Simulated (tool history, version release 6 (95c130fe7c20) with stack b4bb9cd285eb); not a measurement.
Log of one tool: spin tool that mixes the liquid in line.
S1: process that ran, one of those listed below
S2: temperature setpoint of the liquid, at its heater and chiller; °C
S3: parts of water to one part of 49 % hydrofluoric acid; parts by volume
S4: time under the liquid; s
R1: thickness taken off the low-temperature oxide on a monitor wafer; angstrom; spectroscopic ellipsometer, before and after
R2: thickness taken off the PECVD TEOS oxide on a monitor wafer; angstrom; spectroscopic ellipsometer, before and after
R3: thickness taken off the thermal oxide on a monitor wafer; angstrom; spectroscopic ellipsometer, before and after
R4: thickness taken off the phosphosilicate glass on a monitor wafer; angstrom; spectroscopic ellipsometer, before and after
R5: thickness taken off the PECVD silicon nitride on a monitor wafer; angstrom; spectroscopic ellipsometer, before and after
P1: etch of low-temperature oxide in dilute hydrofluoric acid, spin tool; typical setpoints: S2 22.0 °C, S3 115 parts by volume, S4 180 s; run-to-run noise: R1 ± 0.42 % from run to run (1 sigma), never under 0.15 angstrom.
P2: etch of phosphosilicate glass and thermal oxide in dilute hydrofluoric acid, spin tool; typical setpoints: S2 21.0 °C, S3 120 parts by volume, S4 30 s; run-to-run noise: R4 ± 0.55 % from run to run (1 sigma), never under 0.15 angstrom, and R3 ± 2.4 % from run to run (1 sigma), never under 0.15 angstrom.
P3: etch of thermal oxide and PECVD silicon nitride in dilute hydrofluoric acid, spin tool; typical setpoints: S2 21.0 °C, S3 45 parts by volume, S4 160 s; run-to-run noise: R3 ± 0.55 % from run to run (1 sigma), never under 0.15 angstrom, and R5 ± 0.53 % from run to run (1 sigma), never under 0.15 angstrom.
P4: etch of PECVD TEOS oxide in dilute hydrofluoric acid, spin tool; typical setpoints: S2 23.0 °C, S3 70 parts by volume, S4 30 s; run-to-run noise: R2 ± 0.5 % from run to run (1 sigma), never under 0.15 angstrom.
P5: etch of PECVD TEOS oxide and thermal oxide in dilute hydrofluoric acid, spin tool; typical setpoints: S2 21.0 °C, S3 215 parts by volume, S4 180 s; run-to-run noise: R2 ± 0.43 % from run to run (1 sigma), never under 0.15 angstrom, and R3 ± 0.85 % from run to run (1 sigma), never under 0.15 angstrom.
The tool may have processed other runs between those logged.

{"run": 1, "hour": 7.6, "S1": "P1", "S2": 22.0, "S3": 115, "S4": 180, "R1": 263.28}
{"run": 2, "hour": 13.1, "S1": "P5", "S2": 17.0, "S3": 215, "S4": 180, "R2": 48.862, "R3": 27.932}
{"run": 3, "hour": 17.1, "S1": "P1", "S2": 28.5, "S3": 115, "S4": 180, "R1": 336.81}
{"run": 4, "hour": 23.4, "S1": "P1", "S2": 22.0, "S3": 115, "S4": 180, "R1": 261.28}
{"run": 5, "hour": 28.9, "S1": "P4", "S2": 23.0, "S3": 100, "S4": 30, "R2": 76.469}
{"run": 6, "hour": 36.0, "S1": "P2", "S2": 21.0, "S3": 210, "S4": 30, "R3": 5.8383, "R4": 215.4}
{"run": 7, "hour": 40.5, "S1": "P1", "S2": 22.0, "S3": 40, "S4": 90, "R1": 411.98}
{"run": 8, "hour": 47.2, "S1": "P4", "S2": 23.0, "S3": 70, "S4": 30, "R2": 113.95}
{"run": 9, "hour": 53.6, "S1": "P3", "S2": 21.0, "S3": 60, "S4": 160, "R3": 119.24, "R5": 35.481}
{"run": 10, "hour": 58.5, "S1": "P2", "S2": 21.0, "S3": 120, "S4": 30, "R3": 10.745, "R4": 407.66}
{"run": 11, "hour": 63.9, "S1": "P1", "S2": 22.0, "S3": 195, "S4": 320, "R1": 252.08}
{"run": 12, "hour": 68.7, "S1": "P1", "S2": 22.0, "S3": 115, "S4": 180, "R1": 261.83}
{"run": 13, "hour": 75.5, "S1": "P5", "S2": 21.0, "S3": 215, "S4": 315, "R2": 99.632, "R3": 56.896}
{"run": 14, "hour": 83.3, "S1": "P1", "S2": 22.0, "S3": 115, "S4": 180, "R1": 263.16}
{"run": 15, "hour": 88.1, "S1": "P4", "S2": 23.0, "S3": 70, "S4": 50, "R2": 190.22}
{"run": 16, "hour": 95.2, "S1": "P1", "S2": 22.0, "S3": 115, "S4": 180, "R1": 262.76}
{"run": 17, "hour": 99.5, "S1": "P2", "S2": 17.0, "S3": 120, "S4": 30, "R3": 8.858, "R4": 347.66}
{"run": 18, "hour": 107.2, "S1": "P1", "S2": 22.0, "S3": 115, "S4": 180, "R1": 263.24}
{"run": 19, "hour": 112.7, "S1": "P3", "S2": 21.0, "S3": 45, "S4": 160, "R3": 161.67, "R5": 47.618}
{"run": 20, "hour": 118.3, "S1": "P5", "S2": 21.0, "S3": 215, "S4": 180, "R2": 56.745, "R3": 32.558}
{"run": 21, "hour": 125.7, "S1": "P3", "S2": 21.0, "S3": 45, "S4": 50, "R3": 50.57, "R5": 14.668}
{"run": 22, "hour": 129.6, "S1": "P5", "S2": 21.0, "S3": 370, "S4": 180, "R2": 28.523, "R3": 16.376}
{"run": 23, "hour": 133.8, "S1": "P1", "S2": 22.0, "S3": 70, "S4": 180, "R1": 455.17}
{"run": 24, "hour": 140.9, "S1": "P1", "S2": 22.0, "S3": 115, "S4": 180, "R1": 262.43}
{"run": 25, "hour": 146.5, "S1": "P1", "S2": 17.0, "S3": 115, "S4": 180, "R1": 214.46}
{"run": 26, "hour": 154.3, "S1": "P3", "S2": 17.0, "S3": 45, "S4": 160, "R3": 136.9, "R5": 35.899}
{"run": 27, "hour": 162.5, "S1": "P4", "S2": 17.0, "S3": 70, "S4": 30, "R2": 88.318}
{"run": 28, "hour": 169.3, "S1": "P1", "S2": 22.0, "S3": 115, "S4": 300, "R1": 437.17}
{"run": 29, "hour": 173.1, "S1": "P1", "S2": 22.0, "S3": 160, "S4": 180, "R1": 179.11}
{"run": 30, "hour": 178.5, "S1": "P2", "S2": 21.0, "S3": 120, "S4": 15, "R3": 5.1666, "R4": 205.04}
{"run": 31, "hour": 184.0, "S1": "P4", "S2": 23.0, "S3": 70, "S4": 30, "R2": 113.58}
{"run": 32, "hour": 188.1, "S1": "P1", "S2": 22.0, "S3": 20, "S4": 340, "R1": 3213.2}
{"run": 33, "hour": 193.2, "S1": "P1", "S2": 22.0, "S3": 115, "S4": 30, "R1": 43.951}
{"run": 34, "hour": 201.3, "S1": "P2", "S2": 21.0, "S3": 120, "S4": 30, "R3": 10.007, "R4": 406.65}
{"run": 35, "hour": 208.8, "S1": "P1", "S2": 22.0, "S3": 115, "S4": 180, "R1": 263.33}
{"run": 36, "hour": 217.0, "S1": "P1", "S2": 22.0, "S3": 115, "S4": 180, "R1": 271.91}
{"run": 37, "hour": 221.8, "S1": "P1", "S2": 22.0, "S3": 115, "S4": 180, "R1": 277.28}
{"run": 38, "hour": 226.1, "S1": "P1", "S2": 22.0, "S3": 115, "S4": 180, "R1": 280.93}
{"run": 39, "hour": 233.5, "S1": "P1", "S2": 22.0, "S3": 115, "S4": 180, "R1": 282.09}
{"run": 40, "hour": 237.9, "S1": "P1", "S2": 22.0, "S3": 115, "S4": 180, "R1": 281.77}
{"run": 41, "hour": 245.5, "S1": "P1", "S2": 22.0, "S3": 115, "S4": 180, "R1": 282.97}
{"run": 42, "hour": 252.1, "S1": "P1", "S2": 22.0, "S3": 115, "S4": 180, "R1": 285.77}
{"run": 43, "hour": 259.1, "S1": "P1", "S2": 22.0, "S3": 115, "S4": 180, "R1": 285.18}
{"run": 44, "hour": 265.3, "S1": "P1", "S2": 22.0, "S3": 115, "S4": 180, "R1": 284.79}
{"run": 45, "hour": 271.2, "S1": "P1", "S2": 22.0, "S3": 115, "S4": 180, "R1": 285.9}

The output of P1 has drifted from where it used to be. Each of the 2 causes below, taken at the size shown beside it, accounts for the log equally well:
A: liquid hotter than its thermometer reads (K) = 2.17
B: hydrofluoric acid flow above the setpoint (%) = 7.88
The gradual shift began around hour 208.8.

4 check runs are offered, one wafer each, their results left as question marks. Which one tells the causes apart?
{"run": "check 1", "hour": 277.1, "S1": "P2", "S2": 21.0, "S3": 120, "S4": 30, "R3": "?", "R4": "?"}
{"run": "check 2", "hour": 277.1, "S1": "P3", "S2": 21.0, "S3": 45, "S4": 160, "R3": "?", "R5": "?"}
{"run": "check 3", "hour": 277.1, "S1": "P5", "S2": 21.0, "S3": 215, "S4": 180, "R2": "?", "R3": "?"}
{"run": "check 4", "hour": 277.1, "S1": "P4", "S2": 23.0, "S3": 70, "S4": 30, "R2": "?"}

What every check run would give for each of its results, assuming each possible cause in turn:
check=check_1 result=R3 if_A=11.4300 if_B=11.4230
check=check_1 result=R4 if_A=447.34 if_B=447.07
check=check_2 result=R3 if_A=176.9600 if_B=175.0200
check=check_2 result=R5 if_A=55.027 if_B=51.051
check=check_3 result=R2 if_A=61.651 if_B=62.290
check=check_3 result=R3 if_A=35.0940 if_B=35.4580
check=check_4 result=R2 if_A=124.240 if_B=123.550
Minimum pairwise separation of causes per check, each pair taken at its best-separating result: check 1 0.06 %; check 2 7.5 %; check 3 1.03 %; check 4 0.56 %
Only in check 2 would the causes give clearly different results; in the remaining checks their results would be nearly the same.

Check 2 has now been run. It gave: R3 177.8200 angstrom; R5 54.907 angstrom. Which of the candidate causes is it?

A is the cause: liquid hotter than its thermometer reads (K).
